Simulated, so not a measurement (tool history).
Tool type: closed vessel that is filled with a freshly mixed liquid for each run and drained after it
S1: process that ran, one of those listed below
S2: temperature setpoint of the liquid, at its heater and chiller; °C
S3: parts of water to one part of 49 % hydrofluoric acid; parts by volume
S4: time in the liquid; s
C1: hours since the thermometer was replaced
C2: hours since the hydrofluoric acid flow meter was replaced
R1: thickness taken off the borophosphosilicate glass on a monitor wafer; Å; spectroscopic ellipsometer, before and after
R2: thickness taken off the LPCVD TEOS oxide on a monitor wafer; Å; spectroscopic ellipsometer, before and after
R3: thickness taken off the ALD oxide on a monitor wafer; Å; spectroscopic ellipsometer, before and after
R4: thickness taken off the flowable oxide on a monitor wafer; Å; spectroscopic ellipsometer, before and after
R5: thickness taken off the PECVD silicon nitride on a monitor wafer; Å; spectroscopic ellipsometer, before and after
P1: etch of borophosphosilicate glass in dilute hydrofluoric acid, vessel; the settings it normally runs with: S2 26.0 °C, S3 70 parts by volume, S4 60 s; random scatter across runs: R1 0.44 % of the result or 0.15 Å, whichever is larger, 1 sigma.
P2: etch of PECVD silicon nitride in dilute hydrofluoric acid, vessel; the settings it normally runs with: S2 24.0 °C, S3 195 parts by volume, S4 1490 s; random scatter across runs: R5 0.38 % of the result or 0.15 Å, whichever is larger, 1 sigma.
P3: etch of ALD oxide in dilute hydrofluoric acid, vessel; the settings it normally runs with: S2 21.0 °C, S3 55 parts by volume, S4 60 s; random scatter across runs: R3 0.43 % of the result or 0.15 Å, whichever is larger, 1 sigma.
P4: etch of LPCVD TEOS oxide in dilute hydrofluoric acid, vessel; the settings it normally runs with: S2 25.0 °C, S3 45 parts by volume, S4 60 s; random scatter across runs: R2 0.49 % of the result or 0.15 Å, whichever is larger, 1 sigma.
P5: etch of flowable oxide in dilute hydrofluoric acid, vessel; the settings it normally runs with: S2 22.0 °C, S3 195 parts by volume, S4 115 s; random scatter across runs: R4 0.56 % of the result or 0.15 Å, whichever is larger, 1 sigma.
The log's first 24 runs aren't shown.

{"run": 25, "hour": 184.9, "S1": "P2", "S2": 24.0, "S3": 195, "S4": 120, "C1": 23.2, "C2": 1509.0, "R5": 34.449}
{"run": 26, "hour": 195.4, "S1": "P2", "S2": 24.0, "S3": 195, "S4": 1490, "C1": 33.7, "C2": 1519.5, "R5": 425.51}
{"run": 27, "hour": 205.5, "S1": "P4", "S2": 25.0, "S3": 45, "S4": 60, "C1": 43.8, "C2": 1529.6, "R2": 686.69}
{"run": 28, "hour": 215.5, "S1": "P1", "S2": 26.0, "S3": 70, "S4": 115, "C1": 53.8, "C2": 1539.6, "R1": 657.7}
{"run": 29, "hour": 221.5, "S1": "P4", "S2": 25.0, "S3": 65, "S4": 60, "C1": 59.8, "C2": 1545.6, "R2": 461.67}
{"run": 30, "hour": 232.1, "S1": "P1", "S2": 26.0, "S3": 70, "S4": 60, "C1": 70.4, "C2": 1556.2, "R1": 341.89}
{"run": 31, "hour": 237.0, "S1": "P1", "S2": 26.0, "S3": 70, "S4": 60, "C1": 75.3, "C2": 1561.1, "R1": 340.82}
{"run": 32, "hour": 242.0, "S1": "P4", "S2": 25.0, "S3": 45, "S4": 60, "C1": 80.3, "C2": 1566.1, "R2": 683.36}
{"run": 33, "hour": 249.0, "S1": "P1", "S2": 26.0, "S3": 110, "S4": 60, "C1": 87.3, "C2": 1573.1, "R1": 207.23}
{"run": 34, "hour": 258.0, "S1": "P1", "S2": 26.0, "S3": 70, "S4": 60, "C1": 96.3, "C2": 1582.1, "R1": 340.59}

What does the tool deliver on the next run?
{"run": 35, "hour": 268.1, "S1": "P1", "S2": 26.0, "S3": 70, "S4": 60, "C1": 106.4, "C2": 1592.2, "R1": "?"}

Run 35 produced R1 333.00 Å.

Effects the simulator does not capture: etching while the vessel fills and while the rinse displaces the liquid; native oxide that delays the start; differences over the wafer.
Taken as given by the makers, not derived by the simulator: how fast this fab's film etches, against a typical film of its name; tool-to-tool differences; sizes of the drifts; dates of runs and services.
